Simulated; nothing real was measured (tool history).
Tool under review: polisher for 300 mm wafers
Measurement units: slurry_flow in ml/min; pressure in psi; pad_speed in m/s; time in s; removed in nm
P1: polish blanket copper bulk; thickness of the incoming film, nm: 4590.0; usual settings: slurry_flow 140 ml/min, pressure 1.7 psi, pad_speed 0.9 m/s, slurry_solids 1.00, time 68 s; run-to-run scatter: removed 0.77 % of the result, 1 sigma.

run   hour  slurry_flow  pressure  pad_speed  slurry_solids  time  removed
  1    7.0          140       1.7        0.9           1.00    68   298.86
  2   15.5          140       1.7        0.9           1.45    68   317.89
  3   25.2          140       1.7        0.9           1.00    68   298.94
  4   35.2          140       1.7        0.6           1.00    68   197.57
  5   42.1           85       1.7        0.9           1.00    68   264.71
  6   52.5          140       1.7        0.9           1.00    68   291.49
  7   61.5          140       1.7        0.9           1.00    35   151.80
  8   67.8          140       1.7        0.9           1.00    68   295.38
  9   76.0          140       1.7        0.9           1.00    68   295.81
 10   80.9          140       1.7        0.9           0.75    68   281.05
 11   87.2          140       1.7        0.9           1.00    68   298.70
 12   93.7          140       1.7        0.9           1.00    89   386.27
 13  100.0          140       2.5        0.9           1.00    68   436.71
 14  108.9          215       1.7        0.9           1.00    68   315.60
 15  115.1          200       1.7        0.9           1.40    68   341.30
 16  123.0          140       1.7        0.9           1.00    68   302.01
 17  133.7          140       1.1        0.9           1.00    68   192.38

What does the tool deliver on the next run?
 18  140.0          140       2.4        0.9           1.45    68        ?

{"run 18": {"removed": 458.58}}

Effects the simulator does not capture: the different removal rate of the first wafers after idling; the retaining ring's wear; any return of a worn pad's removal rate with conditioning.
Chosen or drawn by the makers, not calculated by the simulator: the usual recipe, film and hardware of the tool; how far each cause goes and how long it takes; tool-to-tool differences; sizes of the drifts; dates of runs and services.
